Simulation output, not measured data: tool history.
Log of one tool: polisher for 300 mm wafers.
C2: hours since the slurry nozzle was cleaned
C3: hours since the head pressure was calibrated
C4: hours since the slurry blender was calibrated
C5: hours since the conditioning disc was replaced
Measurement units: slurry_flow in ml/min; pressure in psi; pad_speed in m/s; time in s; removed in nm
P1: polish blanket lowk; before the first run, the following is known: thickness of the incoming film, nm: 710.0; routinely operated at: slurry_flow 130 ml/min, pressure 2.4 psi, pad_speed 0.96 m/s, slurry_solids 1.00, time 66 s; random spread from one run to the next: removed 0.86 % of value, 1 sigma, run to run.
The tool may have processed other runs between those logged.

run 1 day=0.146 | slurry_flow=130 pressure=2.4 pad_speed=0.96 slurry_solids=1.00 time=66 | wafers_polished_on_this_pad=691 C2=142.8 C3=134.1 C4=98.1 C5=423.2 | removed=31.542
run 2 day=0.262 | slurry_flow=130 pressure=3.1 pad_speed=0.96 slurry_solids=1.00 time=66 | wafers_polished_on_this_pad=711 C2=145.6 C3=136.9 C4=100.9 C5=426.0 | removed=40.775
run 3 day=0.442 | slurry_flow=130 pressure=2.4 pad_speed=0.96 slurry_solids=1.35 time=66 | wafers_polished_on_this_pad=742 C2=149.9 C3=141.2 C4=105.2 C5=430.3 | removed=36.213
run 4 day=0.571 | slurry_flow=130 pressure=2.4 pad_speed=1.40 slurry_solids=1.00 time=66 | wafers_polished_on_this_pad=765 C2=153.0 C3=144.3 C4=108.3 C5=433.4 | removed=42.535
run 5 day=0.708 | slurry_flow=130 pressure=2.4 pad_speed=0.96 slurry_solids=0.55 time=66 | wafers_polished_on_this_pad=789 C2=156.3 C3=147.6 C4=111.6 C5=436.7 | removed=22.953
run 6 day=0.883 | slurry_flow=130 pressure=2.4 pad_speed=0.96 slurry_solids=1.00 time=96 | wafers_polished_on_this_pad=819 C2=160.5 C3=151.8 C4=115.8 C5=440.9 | removed=46.304
run 7 day=1.054 | slurry_flow=130 pressure=2.4 pad_speed=0.44 slurry_solids=1.00 time=66 | wafers_polished_on_this_pad=849 C2=164.6 C3=155.9 C4=119.9 C5=445.0 | removed=16.909
run 8 day=1.275 | slurry_flow=130 pressure=2.4 pad_speed=0.96 slurry_solids=1.00 time=66 | wafers_polished_on_this_pad=887 C2=169.9 C3=161.2 C4=125.2 C5=450.3 | removed=31.854
run 9 day=1.467 | slurry_flow=130 pressure=1.1 pad_speed=0.96 slurry_solids=0.55 time=66 | wafers_polished_on_this_pad=920 C2=174.5 C3=165.8 C4=129.8 C5=454.9 | removed=10.623
run 10 day=1.683 | slurry_flow=130 pressure=2.4 pad_speed=0.96 slurry_solids=1.00 time=66 | wafers_polished_on_this_pad=958 C2=179.7 C3=171.0 C4=135.0 C5=460.1 | removed=31.632
run 11 day=1.821 | slurry_flow=80 pressure=2.4 pad_speed=0.96 slurry_solids=1.00 time=66 | wafers_polished_on_this_pad=982 C2=183.0 C3=174.3 C4=138.3 C5=463.4 | removed=27.989
run 12 day=2.050 | slurry_flow=130 pressure=2.4 pad_speed=0.96 slurry_solids=1.00 time=66 | wafers_polished_on_this_pad=1022 C2=188.5 C3=179.8 C4=143.8 C5=468.9 | removed=31.306
run 13 day=2.221 | slurry_flow=130 pressure=2.4 pad_speed=0.96 slurry_solids=1.00 time=66 | wafers_polished_on_this_pad=1051 C2=192.6 C3=183.9 C4=147.9 C5=473.0 | removed=31.867
run 14 day=2.342 | slurry_flow=130 pressure=2.4 pad_speed=0.96 slurry_solids=0.75 time=48 | wafers_polished_on_this_pad=1072 C2=195.5 C3=186.8 C4=150.8 C5=475.9 | removed=20.246
run 15 day=2.500 | slurry_flow=130 pressure=2.4 pad_speed=0.96 slurry_solids=1.00 time=66 | wafers_polished_on_this_pad=1100 C2=199.3 C3=190.6 C4=154.6 C5=479.7 | removed=31.699
run 16 day=2.771 | slurry_flow=195 pressure=2.4 pad_speed=0.96 slurry_solids=1.00 time=66 | wafers_polished_on_this_pad=1147 C2=205.8 C3=197.1 C4=161.1 C5=486.2 | removed=33.955
run 17 day=3.008 | slurry_flow=130 pressure=1.1 pad_speed=0.96 slurry_solids=1.00 time=66 | wafers_polished_on_this_pad=1188 C2=211.5 C3=202.8 C4=166.8 C5=491.9 | removed=14.406
run 18 day=3.212 | slurry_flow=130 pressure=2.4 pad_speed=0.96 slurry_solids=1.00 time=42 | wafers_polished_on_this_pad=1224 C2=216.4 C3=207.7 C4=171.7 C5=496.8 | removed=20.183
run 19 day=3.471 | slurry_flow=130 pressure=2.4 pad_speed=0.96 slurry_solids=1.00 time=66 | wafers_polished_on_this_pad=1269 C2=222.6 C3=213.9 C4=177.9 C5=503.0 | removed=32.053
run 20 day=3.600 | slurry_flow=130 pressure=2.4 pad_speed=0.96 slurry_solids=1.00 time=66 | wafers_polished_on_this_pad=1291 C2=225.7 C3=217.0 C4=181.0 C5=506.1 | removed=30.772
run 21 day=3.796 | slurry_flow=130 pressure=2.4 pad_speed=0.96 slurry_solids=1.00 time=66 | wafers_polished_on_this_pad=1325 C2=230.4 C3=221.7 C4=185.7 C5=510.8 | removed=29.293
run 22 day=4.000 | slurry_flow=130 pressure=2.4 pad_speed=0.96 slurry_solids=1.00 time=66 | wafers_polished_on_this_pad=1361 C2=235.3 C3=226.6 C4=190.6 C5=515.7 | removed=29.526
-- day=4.138 head pressure recalibrated
-- day=4.175 slurry nozzle cleaned
run 23 day=4.217 | slurry_flow=130 pressure=2.4 pad_speed=0.96 slurry_solids=1.00 time=66 | wafers_polished_on_this_pad=1398 C2=1.1 C3=1.9 C4=195.8 C5=520.9 | removed=28.540
-- day=4.375 conditioning disc replaced and pad reconditioned
run 24 day=4.454 | slurry_flow=130 pressure=2.4 pad_speed=0.96 slurry_solids=1.00 time=66 | wafers_polished_on_this_pad=1440 C2=6.8 C3=7.6 C4=201.5 C5=2.0 | removed=28.777
run 25 day=4.633 | slurry_flow=130 pressure=2.4 pad_speed=0.96 slurry_solids=1.00 time=66 | wafers_polished_on_this_pad=1471 C2=11.1 C3=11.9 C4=205.8 C5=6.3 | removed=28.702
run 26 day=4.796 | slurry_flow=130 pressure=2.4 pad_speed=0.96 slurry_solids=1.00 time=66 | wafers_polished_on_this_pad=1499 C2=15.0 C3=15.8 C4=209.7 C5=10.2 | removed=28.418

P1 has crept away from where it was. The log is fitted equally well by each of these 2 causes, at the sizes shown:
A: removal rate lost through wear of the pad, % = 10.2
B: abrasive missing from the slurry, % = 20
The creep began at about day 3.471.
What rules out each remaining cause:
slurry flow missing at the pad, %: serviced at day 4.175, after the drift had started, without restoring the earlier output
head's pressure below its setpoint, %: serviced at day 4.138, after the drift had started, without restoring the earlier output
time polished since the conditioner stopped cutting, s: serviced at day 4.375, after the drift had started, without restoring the earlier output

4 check runs are offered, each on 5 wafers whose results are averaged, their results left as question marks. Which one tells the causes apart?
run check 1 day=4.958 | slurry_flow=170 pressure=2.4 pad_speed=0.56 slurry_solids=1.00 time=66 | removed=?
run check 2 day=4.958 | slurry_flow=130 pressure=2.4 pad_speed=0.68 slurry_solids=1.00 time=66 | removed=?
run check 3 day=4.958 | slurry_flow=130 pressure=1.2 pad_speed=1.26 slurry_solids=1.00 time=66 | removed=?
run check 4 day=4.958 | slurry_flow=130 pressure=2.4 pad_speed=0.96 slurry_solids=0.60 time=66 | removed=?

Outcome of each check run for each possible cause:
check=check_1 result=removed if_A=19.322 if_B=19.321
check=check_2 result=removed if_A=21.527 if_B=21.526
check=check_3 result=removed if_A=17.629 if_B=17.629
check=check_4 result=removed if_A=21.769 if_B=21.165
Distance between the nearest two causes, measured in the result of the check that separates them most: check 1 0 %; check 2 0 %; check 3 0 %; check 4 2.81 %
Of the check runs offered, only check 4 discriminates between the causes; the rest would read about the same regardless of which cause applies.

Check 4 was then run and gave: removed 21.774 nm. Which cause is it?

Of the candidate causes, it is A: removal rate lost through wear of the pad, %.
